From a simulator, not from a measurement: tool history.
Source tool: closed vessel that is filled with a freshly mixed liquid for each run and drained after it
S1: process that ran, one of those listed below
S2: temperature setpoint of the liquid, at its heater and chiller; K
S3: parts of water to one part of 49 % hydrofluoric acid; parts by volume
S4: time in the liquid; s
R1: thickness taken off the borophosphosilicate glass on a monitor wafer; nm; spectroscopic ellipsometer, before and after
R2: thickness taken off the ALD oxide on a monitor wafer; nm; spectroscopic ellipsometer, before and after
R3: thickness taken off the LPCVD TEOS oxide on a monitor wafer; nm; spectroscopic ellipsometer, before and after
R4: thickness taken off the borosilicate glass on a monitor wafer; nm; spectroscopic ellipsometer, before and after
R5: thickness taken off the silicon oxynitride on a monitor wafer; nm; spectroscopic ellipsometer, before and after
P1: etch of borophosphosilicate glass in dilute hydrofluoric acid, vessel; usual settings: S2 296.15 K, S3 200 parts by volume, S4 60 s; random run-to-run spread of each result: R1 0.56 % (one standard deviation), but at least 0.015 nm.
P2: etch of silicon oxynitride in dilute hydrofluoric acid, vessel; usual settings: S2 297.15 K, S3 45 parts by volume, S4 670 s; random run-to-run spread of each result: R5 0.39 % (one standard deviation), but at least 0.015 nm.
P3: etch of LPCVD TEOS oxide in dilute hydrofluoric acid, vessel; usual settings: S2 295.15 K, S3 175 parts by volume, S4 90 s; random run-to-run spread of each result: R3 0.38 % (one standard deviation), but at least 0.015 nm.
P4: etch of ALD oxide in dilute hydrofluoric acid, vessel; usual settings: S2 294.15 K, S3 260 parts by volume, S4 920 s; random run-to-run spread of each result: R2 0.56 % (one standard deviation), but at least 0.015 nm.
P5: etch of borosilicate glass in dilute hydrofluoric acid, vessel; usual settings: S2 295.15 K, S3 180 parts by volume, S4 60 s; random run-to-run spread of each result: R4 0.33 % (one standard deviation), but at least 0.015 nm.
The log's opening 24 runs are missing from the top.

run 25 day=12.538 | S1=P1 S2=296.15 S3=75 S4=60 | R1=61.9400
run 26 day=13.138 | S1=P1 S2=296.15 S3=200 S4=30 | R1=10.1980
run 27 day=13.771 | S1=P4 S2=300.15 S3=260 S4=920 | R2=57.607
run 28 day=14.454 | S1=P1 S2=290.15 S3=200 S4=60 | R1=16.2940
run 29 day=15.138 | S1=P2 S2=292.15 S3=45 S4=670 | R5=24.2140
run 30 day=15.479 | S1=P2 S2=297.15 S3=45 S4=670 | R5=31.0560
run 31 day=15.854 | S1=P4 S2=294.15 S3=260 S4=1420 | R2=70.982
run 32 day=16.338 | S1=P3 S2=295.15 S3=175 S4=30 | R3=8.2647
run 33 day=16.833 | S1=P3 S2=290.15 S3=175 S4=90 | R3=20.5250
run 34 day=17.208 | S1=P1 S2=296.15 S3=200 S4=60 | R1=20.5830
run 35 day=17.804 | S1=P1 S2=296.15 S3=200 S4=60 | R1=21.2130
run 36 day=18.504 | S1=P1 S2=296.15 S3=200 S4=60 | R1=21.4410
run 37 day=18.921 | S1=P1 S2=296.15 S3=200 S4=60 | R1=21.6960
run 38 day=19.342 | S1=P1 S2=296.15 S3=200 S4=60 | R1=21.7390
run 39 day=20.017 | S1=P1 S2=296.15 S3=200 S4=60 | R1=21.8880
run 40 day=20.392 | S1=P1 S2=296.15 S3=200 S4=60 | R1=22.1990
run 41 day=20.883 | S1=P1 S2=296.15 S3=200 S4=60 | R1=22.1610
run 42 day=21.492 | S1=P1 S2=296.15 S3=200 S4=60 | R1=22.0950
run 43 day=21.808 | S1=P1 S2=296.15 S3=200 S4=60 | R1=22.0980

The next listed run, before its measurement:
run 44 day=22.154 | S1=P1 S2=296.15 S3=200 S4=60 | R1=?

Run 44 came out at R1 22.1100 nm.

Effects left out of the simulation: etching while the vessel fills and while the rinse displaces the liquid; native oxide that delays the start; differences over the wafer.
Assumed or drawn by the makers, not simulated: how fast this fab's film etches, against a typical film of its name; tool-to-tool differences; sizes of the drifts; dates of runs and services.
